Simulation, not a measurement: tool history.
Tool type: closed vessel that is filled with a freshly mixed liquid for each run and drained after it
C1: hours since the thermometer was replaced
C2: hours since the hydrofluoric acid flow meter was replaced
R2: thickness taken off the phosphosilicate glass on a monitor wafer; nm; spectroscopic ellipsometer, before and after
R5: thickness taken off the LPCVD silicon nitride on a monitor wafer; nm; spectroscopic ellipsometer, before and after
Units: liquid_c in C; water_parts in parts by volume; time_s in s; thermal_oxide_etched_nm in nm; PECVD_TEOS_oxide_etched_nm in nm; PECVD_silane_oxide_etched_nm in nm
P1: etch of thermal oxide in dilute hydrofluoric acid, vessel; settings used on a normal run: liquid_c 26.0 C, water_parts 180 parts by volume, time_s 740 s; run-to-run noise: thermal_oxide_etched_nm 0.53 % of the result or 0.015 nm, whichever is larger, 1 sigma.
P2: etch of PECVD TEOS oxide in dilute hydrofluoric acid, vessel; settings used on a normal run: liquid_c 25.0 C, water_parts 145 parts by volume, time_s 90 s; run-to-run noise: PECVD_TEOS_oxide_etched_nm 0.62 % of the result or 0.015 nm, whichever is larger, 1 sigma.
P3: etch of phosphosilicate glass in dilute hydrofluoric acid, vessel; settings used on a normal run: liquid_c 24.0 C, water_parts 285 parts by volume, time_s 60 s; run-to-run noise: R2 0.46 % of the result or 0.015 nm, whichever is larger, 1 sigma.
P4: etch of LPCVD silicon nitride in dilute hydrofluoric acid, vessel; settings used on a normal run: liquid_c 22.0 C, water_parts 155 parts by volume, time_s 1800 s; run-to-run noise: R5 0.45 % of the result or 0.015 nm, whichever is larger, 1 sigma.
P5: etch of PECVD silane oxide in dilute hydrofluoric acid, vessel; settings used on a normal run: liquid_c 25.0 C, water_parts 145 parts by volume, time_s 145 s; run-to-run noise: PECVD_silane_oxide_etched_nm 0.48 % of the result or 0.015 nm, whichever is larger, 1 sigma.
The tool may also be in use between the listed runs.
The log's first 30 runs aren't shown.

Run 31, day 13.162: process P4, liquid_c 17.0 C, water_parts 155 parts by volume, time_s 1800 s; C1 2458.5; C2 820.2. Result: R5 3.4851 nm.
Run 32, day 13.542: process P2, liquid_c 25.0 C, water_parts 145 parts by volume, time_s 90 s; C1 2467.6; C2 829.3. Result: PECVD_TEOS_oxide_etched_nm 5.2048 nm.
Run 33, day 14.129: process P3, liquid_c 24.0 C, water_parts 285 parts by volume, time_s 95 s; C1 2481.7; C2 843.4. Result: R2 40.707 nm.
Run 34, day 14.408: process P1, liquid_c 26.0 C, water_parts 180 parts by volume, time_s 740 s; C1 2488.4; C2 850.1. Result: thermal_oxide_etched_nm 17.917 nm.
Run 35, day 14.988: process P1, liquid_c 26.0 C, water_parts 180 parts by volume, time_s 740 s; C1 2502.3; C2 864.0. Result: thermal_oxide_etched_nm 17.214 nm.
Run 36, day 15.583: process P1, liquid_c 26.0 C, water_parts 180 parts by volume, time_s 740 s; C1 2516.6; C2 878.3. Result: thermal_oxide_etched_nm 16.774 nm.
Run 37, day 16.088: process P1, liquid_c 26.0 C, water_parts 180 parts by volume, time_s 740 s; C1 2528.7; C2 890.4. Result: thermal_oxide_etched_nm 16.476 nm.
Run 38, day 16.508: process P1, liquid_c 26.0 C, water_parts 180 parts by volume, time_s 740 s; C1 2538.8; C2 900.5. Result: thermal_oxide_etched_nm 16.468 nm.
Run 39, day 16.875: process P1, liquid_c 26.0 C, water_parts 180 parts by volume, time_s 740 s; C1 2547.6; C2 909.3. Result: thermal_oxide_etched_nm 16.385 nm.
Run 40, day 17.183: process P1, liquid_c 26.0 C, water_parts 180 parts by volume, time_s 740 s; C1 2555.0; C2 916.7. Result: thermal_oxide_etched_nm 16.521 nm.
Run 41, day 17.546: process P1, liquid_c 26.0 C, water_parts 180 parts by volume, time_s 740 s; C1 2563.7; C2 925.4. Result: thermal_oxide_etched_nm 16.308 nm.

Run 42 has not been measured yet. What should we expect?
Run 42, day 18.054: process P1, liquid_c 26.0 C, water_parts 180 parts by volume, time_s 740 s; C1 2575.9; C2 937.6. Result: thermal_oxide_etched_nm ?.

Run 42 yielded thermal_oxide_etched_nm 16.404 nm.
